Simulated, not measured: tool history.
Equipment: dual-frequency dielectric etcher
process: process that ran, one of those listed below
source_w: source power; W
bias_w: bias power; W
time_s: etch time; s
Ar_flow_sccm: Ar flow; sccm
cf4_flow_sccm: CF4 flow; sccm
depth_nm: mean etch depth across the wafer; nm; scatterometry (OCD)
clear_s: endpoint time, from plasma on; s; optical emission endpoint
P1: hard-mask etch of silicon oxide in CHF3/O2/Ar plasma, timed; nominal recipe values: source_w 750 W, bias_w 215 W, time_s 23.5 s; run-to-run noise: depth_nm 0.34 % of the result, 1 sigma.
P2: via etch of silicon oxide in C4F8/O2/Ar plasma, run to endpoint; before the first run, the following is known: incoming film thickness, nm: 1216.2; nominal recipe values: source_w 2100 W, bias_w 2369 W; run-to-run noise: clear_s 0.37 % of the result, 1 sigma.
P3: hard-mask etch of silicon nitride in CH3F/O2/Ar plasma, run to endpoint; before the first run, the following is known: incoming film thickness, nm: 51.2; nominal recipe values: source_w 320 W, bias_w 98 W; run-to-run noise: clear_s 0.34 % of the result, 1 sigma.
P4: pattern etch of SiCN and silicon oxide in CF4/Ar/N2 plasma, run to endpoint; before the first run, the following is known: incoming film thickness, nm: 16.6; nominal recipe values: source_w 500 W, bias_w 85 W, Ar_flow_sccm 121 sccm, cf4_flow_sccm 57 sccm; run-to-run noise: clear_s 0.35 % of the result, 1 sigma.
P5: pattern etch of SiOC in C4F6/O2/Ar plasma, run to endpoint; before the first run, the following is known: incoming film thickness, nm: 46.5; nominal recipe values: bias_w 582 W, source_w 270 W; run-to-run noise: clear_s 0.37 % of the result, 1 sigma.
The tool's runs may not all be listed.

run,day,process,source_w,bias_w,time_s,Ar_flow_sccm,cf4_flow_sccm,hours since the last wet clean,hours since the last source power generator calibration,hours since the last bias power generator calibration,depth_nm,clear_s
1,0.179,P1,750,215,23.5,,,309.5,1530.6,2924.2,54.279,
2,0.421,P4,500,85,,121,77,315.3,1536.4,2930.0,,17.314
3,0.546,P5,270,827,,,,318.3,1539.4,2933.0,,14.880
4,0.738,P1,750,215,29.0,,,322.9,1544.0,2937.6,67.366,
5,0.904,P5,370,582,,,,326.9,1548.0,2941.6,,15.177
6,1.029,P4,500,85,,121,57,329.9,1551.0,2944.6,,17.994
7,1.262,P3,240,98,,,,335.5,1556.6,2950.2,,80.286
8,1.488,P1,900,215,23.5,,,340.9,1562.0,2955.6,58.273,
9,1.646,P3,320,74,,,,344.7,1565.8,2959.4,,80.041
10,1.888,P2,2100,2369,,,,350.5,1571.6,2965.2,,223.140
11,2.100,P1,750,215,23.5,,,355.6,1576.7,2970.3,54.263,
12,2.354,P4,500,100,,121,57,361.7,1582.8,2976.4,,16.972
13,2.592,P4,500,85,,94,57,367.4,1588.5,2982.1,,17.420
14,2.800,P1,600,215,19.0,,,372.4,1593.5,2987.1,40.595,
15,2.958,P1,750,215,23.5,,,376.2,1597.3,2990.9,54.420,
16,3.146,P4,630,85,,121,57,380.7,1601.8,2995.4,,14.820
17,3.396,P1,750,215,23.5,,,386.7,1607.8,3001.4,54.270,
18,3.629,P2,2100,3167,,,,392.3,1613.4,3007.0,,206.390
19,3.792,P1,750,215,23.5,,,396.2,1617.3,3010.9,54.622,
20,3.996,P1,440,215,23.5,,,401.1,1622.2,3015.8,44.479,
21,4.112,P1,750,215,17.5,,,403.9,1625.0,3018.6,40.574,
22,4.362,P2,2850,2369,,,,409.9,1631.0,3024.6,,197.610
23,4.512,P1,750,287,23.5,,,413.5,1634.6,3028.2,60.113,
24,4.729,P5,270,582,,,,418.7,1639.8,3033.4,,17.057
25,4.888,P3,320,98,,,,422.5,1643.6,3037.2,,72.121
26,5.075,P1,750,125,23.5,,,427.0,1648.1,3041.7,45.816,
27,5.192,P1,750,215,23.5,,,429.8,1650.9,3044.5,54.209,
28,5.354,P1,750,215,23.5,,,433.7,1654.8,3048.4,53.754,
29,5.508,P1,750,215,23.5,,,437.4,1658.5,3052.1,53.667,
30,5.738,P1,750,215,23.5,,,442.9,1664.0,3057.6,53.536,
# day 5.775: wet clean of the chamber
31,5.888,P1,750,215,23.5,,,2.7,1667.6,3061.2,53.797,
32,6.071,P1,750,215,23.5,,,7.1,1672.0,3065.6,53.609,
33,6.271,P1,750,215,23.5,,,11.9,1676.8,3070.4,53.267,
34,6.425,P1,750,215,23.5,,,15.6,1680.5,3074.1,53.394,
35,6.567,P1,750,215,23.5,,,19.0,1683.9,3077.5,53.563,

The output of P1 has drifted from where it used to be. Each of the 2 causes below, taken at the size shown beside it, accounts for the log equally well:
A: bias power that arrives under what is set, % = 4.86
B: source power that arrives under what is set, % = 4.38
Creep in the process output first set in at about day 5.192.
What rules out each remaining cause:
chamber walls in a state that lowers the etch rate, %: serviced at day 5.775, which brought nothing back

Of the 4 check runs below, each run on 2 wafers with the results averaged and each result still a question mark, which one would tell the listed causes apart?
check 1,6.708,P4,500,85,,121,57,,,,,?
check 2,6.708,P5,270,582,,,,,,,,?
check 3,6.708,P3,320,98,,,,,,,,?
check 4,6.708,P2,2100,2369,,,,,,,,?

Expected result of each check under each candidate cause:
check,result,if A,if B
check 1,clear_s,18.428,18.816
check 2,clear_s,17.455,17.403
check 3,clear_s,73.434,73.303
check 4,clear_s,227.260,227.960
Per check, the gap between the least separated pair of causes, taken in the result that splits them most: check 1 2.08 %; check 2 0.3 %; check 3 0.18 %; check 4 0.31 %
Check 1 distinguishes between the causes, while the remaining checks would return nearly the same result for all of them.

After running check 1, the following was obtained: clear_s 18.404 s. Which cause does this point to?

Of the candidate causes, it is A: bias power that arrives under what is set, %.

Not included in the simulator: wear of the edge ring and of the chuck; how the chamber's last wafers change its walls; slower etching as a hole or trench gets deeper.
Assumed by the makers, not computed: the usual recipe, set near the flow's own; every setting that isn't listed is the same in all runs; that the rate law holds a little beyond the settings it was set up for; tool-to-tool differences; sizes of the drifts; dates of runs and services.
